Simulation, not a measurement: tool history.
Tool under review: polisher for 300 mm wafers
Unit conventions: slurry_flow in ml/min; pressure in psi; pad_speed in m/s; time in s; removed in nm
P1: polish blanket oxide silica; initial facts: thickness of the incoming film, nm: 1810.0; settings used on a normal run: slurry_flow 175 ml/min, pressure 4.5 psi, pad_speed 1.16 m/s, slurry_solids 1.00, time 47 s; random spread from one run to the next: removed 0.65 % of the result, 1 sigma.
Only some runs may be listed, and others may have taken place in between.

Run 1, hour 13.6: slurry_flow 175 ml/min, pressure 4.5 psi, pad_speed 1.16 m/s, slurry_solids 1.00, time 47 s. Result: removed 189.970 nm.
Run 2, hour 25.5: slurry_flow 175 ml/min, pressure 2.0 psi, pad_speed 1.16 m/s, slurry_solids 1.00, time 47 s. Result: removed 84.929 nm.
Run 3, hour 44.1: slurry_flow 175 ml/min, pressure 4.5 psi, pad_speed 1.16 m/s, slurry_solids 0.50, time 47 s. Result: removed 131.600 nm.
Run 4, hour 59.2: slurry_flow 275 ml/min, pressure 4.5 psi, pad_speed 1.16 m/s, slurry_solids 1.00, time 47 s. Result: removed 202.380 nm.
Run 5, hour 73.5: slurry_flow 175 ml/min, pressure 6.6 psi, pad_speed 1.16 m/s, slurry_solids 1.00, time 47 s. Result: removed 278.500 nm.
Run 6, hour 87.4: slurry_flow 175 ml/min, pressure 4.5 psi, pad_speed 1.76 m/s, slurry_solids 1.00, time 47 s. Result: removed 265.100 nm.
Run 7, hour 102.4: slurry_flow 175 ml/min, pressure 4.5 psi, pad_speed 1.16 m/s, slurry_solids 1.00, time 23 s. Result: removed 92.410 nm.
Run 8, hour 115.9: slurry_flow 175 ml/min, pressure 2.5 psi, pad_speed 0.84 m/s, slurry_solids 1.00, time 47 s. Result: removed 81.937 nm.
Run 9, hour 130.0: slurry_flow 175 ml/min, pressure 4.5 psi, pad_speed 0.52 m/s, slurry_solids 1.00, time 47 s. Result: removed 100.530 nm.
Run 10, hour 138.8: slurry_flow 175 ml/min, pressure 4.5 psi, pad_speed 1.16 m/s, slurry_solids 1.00, time 47 s. Result: removed 189.100 nm.
Run 11, hour 150.5: slurry_flow 175 ml/min, pressure 4.5 psi, pad_speed 1.16 m/s, slurry_solids 1.00, time 47 s. Result: removed 189.530 nm.
Run 12, hour 162.0: slurry_flow 175 ml/min, pressure 4.5 psi, pad_speed 1.16 m/s, slurry_solids 1.00, time 71 s. Result: removed 290.770 nm.
Run 13, hour 172.7: slurry_flow 105 ml/min, pressure 4.5 psi, pad_speed 1.16 m/s, slurry_solids 1.00, time 47 s. Result: removed 173.620 nm.
Run 14, hour 187.2: slurry_flow 175 ml/min, pressure 7.0 psi, pad_speed 1.46 m/s, slurry_solids 1.00, time 47 s. Result: removed 357.070 nm.
Run 15, hour 195.9: slurry_flow 175 ml/min, pressure 4.5 psi, pad_speed 1.16 m/s, slurry_solids 1.25, time 47 s. Result: removed 211.660 nm.
Run 16, hour 207.3: slurry_flow 175 ml/min, pressure 4.5 psi, pad_speed 1.16 m/s, slurry_solids 1.00, time 47 s. Result: removed 193.420 nm.
Run 17, hour 225.6: slurry_flow 175 ml/min, pressure 4.5 psi, pad_speed 1.16 m/s, slurry_solids 1.00, time 47 s. Result: removed 190.470 nm.
Run 18, hour 234.7: slurry_flow 175 ml/min, pressure 4.5 psi, pad_speed 1.16 m/s, slurry_solids 1.00, time 47 s. Result: removed 188.200 nm.
Run 19, hour 252.0: slurry_flow 175 ml/min, pressure 4.5 psi, pad_speed 1.16 m/s, slurry_solids 1.00, time 47 s. Result: removed 183.710 nm.
Run 20, hour 269.2: slurry_flow 175 ml/min, pressure 4.5 psi, pad_speed 1.16 m/s, slurry_solids 1.00, time 47 s. Result: removed 182.550 nm.
Run 21, hour 284.9: slurry_flow 175 ml/min, pressure 4.5 psi, pad_speed 1.16 m/s, slurry_solids 1.00, time 47 s. Result: removed 181.470 nm.
At hour 287.6: conditioning disc replaced and pad reconditioned.
Run 22, hour 303.0: slurry_flow 175 ml/min, pressure 4.5 psi, pad_speed 1.16 m/s, slurry_solids 1.00, time 47 s. Result: removed 179.950 nm.
At hour 313.4: worn pad replaced by a new one.
At hour 319.5: slurry blender recalibrated.
Run 23, hour 321.7: slurry_flow 175 ml/min, pressure 4.5 psi, pad_speed 1.16 m/s, slurry_solids 1.00, time 47 s. Result: removed 177.090 nm.
Run 24, hour 339.3: slurry_flow 175 ml/min, pressure 4.5 psi, pad_speed 1.16 m/s, slurry_solids 1.00, time 47 s. Result: removed 179.250 nm.
Run 25, hour 352.0: slurry_flow 175 ml/min, pressure 4.5 psi, pad_speed 1.16 m/s, slurry_solids 1.00, time 47 s. Result: removed 176.660 nm.
Run 26, hour 363.1: slurry_flow 175 ml/min, pressure 4.5 psi, pad_speed 1.16 m/s, slurry_solids 1.00, time 47 s. Result: removed 177.150 nm.
Run 27, hour 377.4: slurry_flow 175 ml/min, pressure 4.5 psi, pad_speed 1.16 m/s, slurry_solids 1.00, time 47 s. Result: removed 176.450 nm.
Run 28, hour 391.7: slurry_flow 175 ml/min, pressure 4.5 psi, pad_speed 1.16 m/s, slurry_solids 1.00, time 47 s. Result: removed 176.110 nm.

Something has made what P1 gives creep away from where it was; the 2 causes below, each at its own stated size, fit the log equally well:
A: slurry flow missing at the pad, % = 33.2
B: head's pressure below its setpoint, % = 7.03
The process output started creeping at around hour 225.6.
Other possible causes, and why each is ruled out:
removal rate lost through wear of the pad, %: serviced at hour 313.4, after the drift had started, without restoring the earlier output
abrasive missing from the slurry, %: serviced at hour 319.5, after the drift had started, without restoring the earlier output
time polished since the conditioner stopped cutting, s: serviced at hour 287.6, after the drift had started, without restoring the earlier output

Below are 4 check runs, each averaged over 5 wafers, with their results shown as question marks. Which of them would give clearly different results depending on which cause is behind the drift?
Run check 1, hour 406.0: slurry_flow 175 ml/min, pressure 4.5 psi, pad_speed 1.16 m/s, slurry_solids 0.60, time 64 s. Result: removed ?.
Run check 2, hour 406.0: slurry_flow 175 ml/min, pressure 3.4 psi, pad_speed 1.16 m/s, slurry_solids 0.55, time 47 s. Result: removed ?.
Run check 3, hour 406.0: slurry_flow 270 ml/min, pressure 4.5 psi, pad_speed 1.16 m/s, slurry_solids 1.00, time 47 s. Result: removed ?.
Run check 4, hour 406.0: slurry_flow 175 ml/min, pressure 3.1 psi, pad_speed 0.54 m/s, slurry_solids 1.00, time 47 s. Result: removed ?.

How each check would come out, cause by cause:
  check   result     if A     if B
check 1  removed  185.270  185.290
check 2  removed   97.637   97.650
check 3  removed  191.560  186.990
check 4  removed   66.247   66.256
Per check, the gap between the least separated pair of causes, taken in the result that splits them most: check 1 0.01 %; check 2 0.01 %; check 3 2.42 %; check 4 0.01 %
Only in check 3 would the causes give clearly different results; in the remaining checks their results would be nearly the same.

With check 3 done, the readings were: removed 186.280 nm. Identify which of the listed causes applies.

It was cause B: head's pressure below its setpoint, %.
